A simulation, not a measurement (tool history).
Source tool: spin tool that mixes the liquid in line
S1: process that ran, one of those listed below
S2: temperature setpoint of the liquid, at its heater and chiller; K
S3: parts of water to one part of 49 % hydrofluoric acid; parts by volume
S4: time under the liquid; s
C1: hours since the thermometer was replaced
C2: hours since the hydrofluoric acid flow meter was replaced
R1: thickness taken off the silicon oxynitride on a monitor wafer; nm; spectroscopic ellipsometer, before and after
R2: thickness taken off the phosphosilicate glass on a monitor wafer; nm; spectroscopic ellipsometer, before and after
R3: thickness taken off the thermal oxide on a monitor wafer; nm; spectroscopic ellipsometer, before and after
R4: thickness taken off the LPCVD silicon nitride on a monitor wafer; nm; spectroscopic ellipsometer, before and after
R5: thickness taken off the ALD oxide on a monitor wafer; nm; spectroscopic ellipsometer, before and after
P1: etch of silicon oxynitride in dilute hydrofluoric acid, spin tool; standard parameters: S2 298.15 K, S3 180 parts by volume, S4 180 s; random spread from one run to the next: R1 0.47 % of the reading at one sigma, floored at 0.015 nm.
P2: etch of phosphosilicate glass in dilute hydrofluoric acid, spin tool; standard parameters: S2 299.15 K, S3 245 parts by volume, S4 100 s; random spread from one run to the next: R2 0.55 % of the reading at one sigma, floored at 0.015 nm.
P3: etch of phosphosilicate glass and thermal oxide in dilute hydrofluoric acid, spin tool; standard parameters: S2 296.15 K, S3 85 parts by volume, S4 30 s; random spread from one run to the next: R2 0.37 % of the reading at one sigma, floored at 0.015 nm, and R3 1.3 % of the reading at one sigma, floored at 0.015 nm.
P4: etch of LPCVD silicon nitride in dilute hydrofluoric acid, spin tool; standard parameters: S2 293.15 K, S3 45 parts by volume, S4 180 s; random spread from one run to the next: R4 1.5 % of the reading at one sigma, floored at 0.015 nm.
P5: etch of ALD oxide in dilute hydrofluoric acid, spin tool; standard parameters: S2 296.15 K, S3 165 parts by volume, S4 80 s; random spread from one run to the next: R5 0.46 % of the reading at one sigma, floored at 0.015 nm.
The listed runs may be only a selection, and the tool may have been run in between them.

run	hour	S1	S2	S3	S4	C1	C2	R1	R2	R3	R4	R5
1	4	P1	298.15	180	180	1386	155.7	4.9609				
2	11.4	P1	298.15	265	180	1393.4	163.1	3.0966				
3	18.3	P3	296.15	85	30	1400.3	170		24.12	1.6402		
4	25.9	P2	294.65	245	100	1407.9	177.6		19.686			
5	33.7	P4	293.15	45	180	1415.7	185.4				1.6369	
6	38.9	P5	296.15	165	30	1420.9	190.6					4.1391
7	45.1	P1	298.15	180	260	1427.1	196.8	7.0859				
8	50.3	P1	298.15	75	180	1432.3	202	12.876				
9	55.9	P2	299.15	245	15	1437.9	207.6		3.4231			
10	60.6	P1	298.15	115	85	1442.6	212.3	3.8181				
11	68.1	P1	298.15	180	180	1450.1	219.8	4.9074				
12	75.1	P1	298.15	180	75	1457.1	226.8	2.0625				
13	80.5	P1	298.15	180	180	1462.5	232.2	4.8546				
14	85.4	P2	299.15	245	100	1467.4	237.1		23.107			
15	89.3	P3	296.15	120	30	1471.3	241		16.452	1.1233		
16	93.3	P1	302.65	180	180	1475.3	245	5.9333				
17	99.9	P2	299.15	70	100	1481.9	251.6		98.926			
18	103.8	P5	290.15	165	80	1485.8	255.5					8.6356
19	110.6	P4	290.15	45	180	1492.6	262.3				1.333	
20	114.6	P3	296.15	85	30	1496.6	266.3		24.19	1.6122		
21	122.1	P5	296.15	165	80	1504.1	273.8					11.014
22	129.7	P5	296.15	30	80	1511.7	281.4					71.498
23	136.7	P4	293.15	60	180	1518.7	288.4				1.2489	
24	142.9	P3	290.65	85	30	1524.9	294.6		19.045	1.3161		
25	148.4	P1	298.15	180	180	1530.4	300.1	4.9078				
26	153.8	P1	298.15	180	180	1535.8	305.5	4.8564				
27	157.4	P3	296.15	85	15	1539.4	309.1		12.016	0.79442		
28	163.4	P5	296.15	165	80	1545.4	315.1					10.982
29	168.1	P1	291.65	180	180	1550.1	319.8	3.5918				
30	175.2	P4	293.15	45	30	1557.2	326.9				0.26818	
31	180.6	P1	298.15	180	180	1562.6	332.3	4.8981				
32	185.6	P1	298.15	180	180	1567.6	337.3	5.0988				
33	189.2	P1	298.15	180	180	1571.2	340.9	5.2366				
34	193.8	P1	298.15	180	180	1575.8	345.5	5.3326				
35	199.9	P1	298.15	180	180	1581.9	351.6	5.3282				
36	206	P1	298.15	180	180	1588	357.7	5.3679				
37	210.5	P1	298.15	180	180	1592.5	362.2	5.38				
38	218	P1	298.15	180	180	1600	369.7	5.4159				

P1 no longer gives what it gave before; its output has crept away from where it was. The following 2 causes, each at its listed size, fit the log equally well:
A: hydrofluoric acid flow above the setpoint (%) = 9.05
B: liquid hotter than its thermometer reads (K) = 2.24
The drift started at roughly hour 180.6.

You are offered 4 check runs, listed below with question marks in place of their results; each one averages 3 wafers. Which run separates the listed causes by giving clearly different results for each?
check 1	225.5	P2	299.15	75	15				?			
check 2	225.5	P5	296.15	60	80							?
check 3	225.5	P4	290.15	45	180						?	
check 4	225.5	P3	293.15	85	30				?	?		

Outcome of each check run for each possible cause:
check	result	if A	if B
check 1	R2	15.233	15.128
check 2	R5	37.536	37.473
check 3	R4	1.4462	1.5581
check 4	R2	23.415	23.353
check 4	R3	1.5898	1.5856
Separation of the two closest causes in each check, using whichever result separates them best: check 1 0.69 %; check 2 0.17 %; check 3 7.45 %; check 4 0.27 %
The causes can be told apart only by check 3. The other checks would give nearly the same results under each of them.

Then check 3 was run and gave: R4 1.4446 nm. Which cause is it?

It is A: hydrofluoric acid flow above the setpoint (%).
